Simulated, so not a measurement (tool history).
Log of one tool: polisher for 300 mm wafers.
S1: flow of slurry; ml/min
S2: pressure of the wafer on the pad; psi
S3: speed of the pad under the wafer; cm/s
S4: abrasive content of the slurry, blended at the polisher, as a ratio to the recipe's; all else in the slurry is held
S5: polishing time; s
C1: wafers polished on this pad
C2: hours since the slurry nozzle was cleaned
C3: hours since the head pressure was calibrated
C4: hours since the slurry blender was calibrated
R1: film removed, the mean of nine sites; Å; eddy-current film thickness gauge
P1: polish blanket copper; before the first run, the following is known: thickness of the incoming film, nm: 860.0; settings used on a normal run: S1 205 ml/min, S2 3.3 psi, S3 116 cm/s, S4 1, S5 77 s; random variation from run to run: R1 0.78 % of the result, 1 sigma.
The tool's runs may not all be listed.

| run | hour | S1 | S2 | S3 | S4 | S5 | C1 | C2 | C3 | C4 | R1 |
|---|---|---|---|---|---|---|---|---|---|---|---|
| 1 | 9.2 | 205 | 3.3 | 116 | 1 | 77 | 869 | 488 | 625 | 107 | 3506.3 |
| 2 | 21.8 | 205 | 3.3 | 162 | 1 | 77 | 947 | 500.6 | 637.6 | 119.6 | 4915.3 |
| 3 | 30.6 | 205 | 1.5 | 116 | 1 | 77 | 1002 | 509.4 | 646.4 | 128.4 | 1603.6 |
| 4 | 40.8 | 205 | 3.3 | 116 | 1.4 | 77 | 1065 | 519.6 | 656.6 | 138.6 | 3790 |
| 5 | 56.6 | 205 | 3.3 | 116 | 1 | 77 | 1163 | 535.4 | 672.4 | 154.4 | 3507.5 |
| 6 | 68 | 125 | 3.3 | 116 | 1 | 77 | 1233 | 546.8 | 683.8 | 165.8 | 3222 |
| 7 | 84.2 | 205 | 4.3 | 116 | 1 | 108 | 1333 | 563 | 700 | 182 | 6317.5 |
| 8 | 100.5 | 300 | 3.3 | 116 | 1 | 77 | 1434 | 579.3 | 716.3 | 198.3 | 3590.8 |
| 9 | 111.1 | 205 | 3.3 | 116 | 1 | 121 | 1500 | 589.9 | 726.9 | 208.9 | 5452.3 |
| 10 | 128.7 | 205 | 3.3 | 116 | 1 | 39 | 1609 | 607.5 | 744.5 | 226.5 | 1765.6 |
| 11 | 146.1 | 205 | 3.3 | 116 | 0.5 | 77 | 1716 | 624.9 | 761.9 | 243.9 | 3051.4 |
| 12 | 158.1 | 205 | 3.3 | 116 | 1 | 77 | 1791 | 636.9 | 773.9 | 255.9 | 3503 |
| 13 | 176.1 | 205 | 3.3 | 116 | 1 | 77 | 1902 | 654.9 | 791.9 | 273.9 | 3494.4 |
| 14 | 191.6 | 205 | 3.3 | 86 | 1 | 77 | 1998 | 670.4 | 807.4 | 289.4 | 2555.2 |
|  | 203.8 | slurry blender recalibrated |
| 15 | 205.8 | 205 | 5.2 | 116 | 1 | 77 | 2086 | 684.6 | 821.6 | 2.1 | 5507.1 |
| 16 | 220.4 | 205 | 3.3 | 116 | 1 | 77 | 2176 | 699.2 | 836.2 | 16.7 | 3449.9 |
| 17 | 237.4 | 205 | 3.3 | 116 | 1 | 77 | 2281 | 716.2 | 853.2 | 33.7 | 3441.9 |
| 18 | 250.5 | 205 | 3.3 | 116 | 1 | 77 | 2362 | 729.3 | 866.3 | 46.8 | 3355.3 |
| 19 | 265.3 | 205 | 3.3 | 116 | 1 | 77 | 2454 | 744.1 | 881.1 | 61.6 | 3360.4 |
| 20 | 279.8 | 205 | 3.3 | 116 | 1 | 77 | 2544 | 758.6 | 895.6 | 76.1 | 3318.6 |
| 21 | 293.9 | 205 | 3.3 | 116 | 1 | 77 | 2631 | 772.7 | 909.7 | 90.2 | 3308.9 |
| 22 | 306.6 | 205 | 3.3 | 116 | 1 | 77 | 2710 | 785.4 | 922.4 | 102.9 | 3253.7 |
|  | 311.2 | worn pad replaced by a new one |
| 23 | 324.3 | 205 | 3.3 | 116 | 1 | 77 | 81 | 803.1 | 940.1 | 120.6 | 3193.5 |
|  | 327.1 | slurry blender recalibrated |
| 24 | 340.6 | 205 | 3.3 | 116 | 1 | 77 | 182 | 819.4 | 956.4 | 13.5 | 3232.5 |
| 25 | 350.6 | 205 | 3.3 | 116 | 1 | 77 | 243 | 829.4 | 966.4 | 23.5 | 3220.3 |
| 26 | 362.4 | 205 | 3.3 | 116 | 1 | 77 | 316 | 841.2 | 978.2 | 35.3 | 3220.7 |
| 27 | 374.7 | 205 | 3.3 | 116 | 1 | 77 | 393 | 853.5 | 990.5 | 47.6 | 3196.9 |

Something has made what P1 gives creep away from where it was; the 2 causes below, each at its own stated size, fit the log equally well:
A: slurry flow missing at the pad, % = 39.2
B: head's pressure below its setpoint, % = 7.82
Onset of the creep was near hour 237.4.
Each remaining cause and why it is not a fit:
removal rate lost through wear of the pad, %: serviced after onset, at hour 311.2, with no recovery of the prior output
abrasive missing from the slurry, %: serviced after onset, at hour 327.1, with no recovery of the prior output

Of the 4 check runs below, each run on 5 wafers with the results averaged and each result still a question mark, which one would tell the listed causes apart?
| check 1 | 387 | 205 | 2.4 | 116 | 1 | 77 |  |  |  |  | ? |
| check 2 | 387 | 205 | 4 | 116 | 1 | 77 |  |  |  |  | ? |
| check 3 | 387 | 150 | 3.3 | 116 | 1 | 77 |  |  |  |  | ? |
| check 4 | 387 | 205 | 3.3 | 116 | 1 | 93 |  |  |  |  | ? |

What each check would give under each cause:
| check | result | if A | if B |
|---|---|---|---|
| check 1 | R1 | 2338.7 | 2338.7 |
| check 2 | R1 | 3897.9 | 3897.8 |
| check 3 | R1 | 2988 | 3069.1 |
| check 4 | R1 | 3884 | 3883.9 |
Separation of the two closest causes in each check, using whichever result separates them best: check 1 0 %; check 2 0 %; check 3 2.68 %; check 4 0 %
Check 3 distinguishes between the causes, while the remaining checks would return nearly the same result for all of them.

The results of check 3 are: R1 3087.8 Å. Based on these, which of the listed causes is it?

B is the cause: head's pressure below its setpoint, %.
